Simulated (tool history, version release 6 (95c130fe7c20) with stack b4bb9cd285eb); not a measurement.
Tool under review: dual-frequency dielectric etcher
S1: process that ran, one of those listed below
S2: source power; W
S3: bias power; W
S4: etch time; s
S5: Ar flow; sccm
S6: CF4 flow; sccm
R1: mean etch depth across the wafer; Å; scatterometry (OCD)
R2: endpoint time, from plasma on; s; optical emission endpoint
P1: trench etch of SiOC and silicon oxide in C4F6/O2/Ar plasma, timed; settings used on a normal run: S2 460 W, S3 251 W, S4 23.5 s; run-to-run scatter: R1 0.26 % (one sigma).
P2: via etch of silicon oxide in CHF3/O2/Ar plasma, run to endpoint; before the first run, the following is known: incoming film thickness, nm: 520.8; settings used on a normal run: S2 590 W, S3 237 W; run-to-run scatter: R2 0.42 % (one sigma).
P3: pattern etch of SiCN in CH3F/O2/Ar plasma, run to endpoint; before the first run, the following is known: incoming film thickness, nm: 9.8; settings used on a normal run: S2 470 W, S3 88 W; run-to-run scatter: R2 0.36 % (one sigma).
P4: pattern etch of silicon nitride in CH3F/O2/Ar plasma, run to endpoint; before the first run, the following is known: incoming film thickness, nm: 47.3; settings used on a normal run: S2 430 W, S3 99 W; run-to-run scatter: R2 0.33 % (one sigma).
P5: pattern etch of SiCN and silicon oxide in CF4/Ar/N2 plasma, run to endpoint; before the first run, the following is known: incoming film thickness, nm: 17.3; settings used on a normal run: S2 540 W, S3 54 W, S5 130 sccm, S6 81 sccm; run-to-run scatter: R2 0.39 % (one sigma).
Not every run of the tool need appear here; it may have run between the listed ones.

run 1 hour=9.7 | S1=P1 S2=460 S3=251 S4=23.5 | R1=545.39
run 2 hour=16.3 | S1=P1 S2=570 S3=251 S4=16.5 | R1=415.75
run 3 hour=23.5 | S1=P3 S2=470 S3=88 | R2=22.002
run 4 hour=34.9 | S1=P2 S2=780 S3=237 | R2=217.380
-- hour=38.0 source power generator calibrated
run 5 hour=43.9 | S1=P1 S2=460 S3=308 S4=23.5 | R1=586.43
run 6 hour=50.8 | S1=P1 S2=460 S3=251 S4=32.5 | R1=754.86
run 7 hour=58.9 | S1=P2 S2=590 S3=237 | R2=242.640
run 8 hour=69.3 | S1=P1 S2=460 S3=156 S4=23.5 | R1=468.90
run 9 hour=80.3 | S1=P5 S2=540 S3=54 S5=130 S6=81 | R2=19.335
run 10 hour=86.5 | S1=P2 S2=590 S3=175 | R2=267.960
run 11 hour=94.9 | S1=P1 S2=460 S3=251 S4=23.5 | R1=542.19
run 12 hour=100.8 | S1=P3 S2=470 S3=113 | R2=20.130
run 13 hour=105.9 | S1=P1 S2=290 S3=251 S4=23.5 | R1=456.08
run 14 hour=112.6 | S1=P3 S2=470 S3=88 | R2=21.982
run 15 hour=120.2 | S1=P5 S2=540 S3=54 S5=130 S6=65 | R2=20.200
run 16 hour=129.3 | S1=P1 S2=460 S3=251 S4=23.5 | R1=542.24
run 17 hour=135.0 | S1=P4 S2=430 S3=132 | R2=54.753
run 18 hour=141.7 | S1=P5 S2=740 S3=54 S5=130 S6=81 | R2=14.538
run 19 hour=147.0 | S1=P2 S2=590 S3=237 | R2=240.950
run 20 hour=152.1 | S1=P4 S2=430 S3=99 | R2=60.457
run 21 hour=161.6 | S1=P1 S2=560 S3=251 S4=23.5 | R1=588.33
run 22 hour=167.4 | S1=P5 S2=540 S3=33 S5=130 S6=81 | R2=22.226
run 23 hour=173.4 | S1=P4 S2=330 S3=99 | R2=67.436
run 24 hour=180.3 | S1=P1 S2=460 S3=251 S4=23.5 | R1=546.23
run 25 hour=189.6 | S1=P5 S2=540 S3=54 S5=170 S6=81 | R2=20.241
run 26 hour=199.4 | S1=P3 S2=610 S3=88 | R2=19.925
run 27 hour=204.7 | S1=P1 S2=460 S3=294 S4=28.5 | R1=697.98

Expected results for the next run?
run 28 hour=212.2 | S1=P4 S2=430 S3=99 | R2=?

R2: 60.870 s
